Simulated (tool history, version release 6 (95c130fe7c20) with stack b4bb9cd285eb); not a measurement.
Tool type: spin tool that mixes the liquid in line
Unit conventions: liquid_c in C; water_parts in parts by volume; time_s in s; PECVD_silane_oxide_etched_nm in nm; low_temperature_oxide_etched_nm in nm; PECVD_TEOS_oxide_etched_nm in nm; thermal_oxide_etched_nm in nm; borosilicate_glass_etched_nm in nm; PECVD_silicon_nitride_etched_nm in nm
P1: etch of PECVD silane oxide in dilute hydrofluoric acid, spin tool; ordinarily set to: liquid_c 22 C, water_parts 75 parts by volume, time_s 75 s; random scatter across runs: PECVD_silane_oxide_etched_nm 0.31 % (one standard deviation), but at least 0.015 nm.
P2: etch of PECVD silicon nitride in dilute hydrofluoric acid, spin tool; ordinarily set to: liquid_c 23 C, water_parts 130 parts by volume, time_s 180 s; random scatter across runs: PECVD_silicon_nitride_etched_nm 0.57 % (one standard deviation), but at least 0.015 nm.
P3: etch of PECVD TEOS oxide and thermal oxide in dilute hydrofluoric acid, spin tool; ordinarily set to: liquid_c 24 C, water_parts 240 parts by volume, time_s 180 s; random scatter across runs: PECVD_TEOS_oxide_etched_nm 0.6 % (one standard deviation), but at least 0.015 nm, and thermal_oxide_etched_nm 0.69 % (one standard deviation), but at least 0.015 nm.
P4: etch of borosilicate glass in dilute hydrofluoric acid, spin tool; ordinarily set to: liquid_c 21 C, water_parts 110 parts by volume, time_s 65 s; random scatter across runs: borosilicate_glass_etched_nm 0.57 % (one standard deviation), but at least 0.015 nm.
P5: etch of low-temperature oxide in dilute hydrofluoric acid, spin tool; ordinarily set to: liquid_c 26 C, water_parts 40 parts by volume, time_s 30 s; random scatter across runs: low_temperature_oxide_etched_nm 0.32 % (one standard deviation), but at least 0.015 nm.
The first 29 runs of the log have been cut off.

run   hour  process  liquid_c  water_parts  time_s  PECVD_silane_oxide_etched_nm  low_temperature_oxide_etched_nm  PECVD_TEOS_oxide_etched_nm  thermal_oxide_etched_nm  borosilicate_glass_etched_nm  PECVD_silicon_nitride_etched_nm
 30  202.9       P1        22           75      75                        14.521
 31  211.1       P3        24           90     180                                                                                     17.112                   9.9453
 32  219.1       P1        22           75      75                        14.418
 33  223.7       P5        26           40      30                                                         17.711
 34  230.3       P1        28           30      75                        49.137
 35  234.4       P4        21          110      65                                                                                                                                            14.084
 36  242.1       P2        23          205     180                                                                                                                                                                             4.5549
 37  250.4       P1        22           75      75                        14.433
 38  256.3       P1        22           75      75                        13.943
 39  262.1       P1        22           75      75                        13.769
 40  271.4       P1        22           75      75                        13.376
 41  275.7       P1        22           75      75                        13.263

What will run 42 give?
 42  280.3       P1        22           75      75                             ?

PECVD_silane_oxide_etched_nm: 13.23 nm
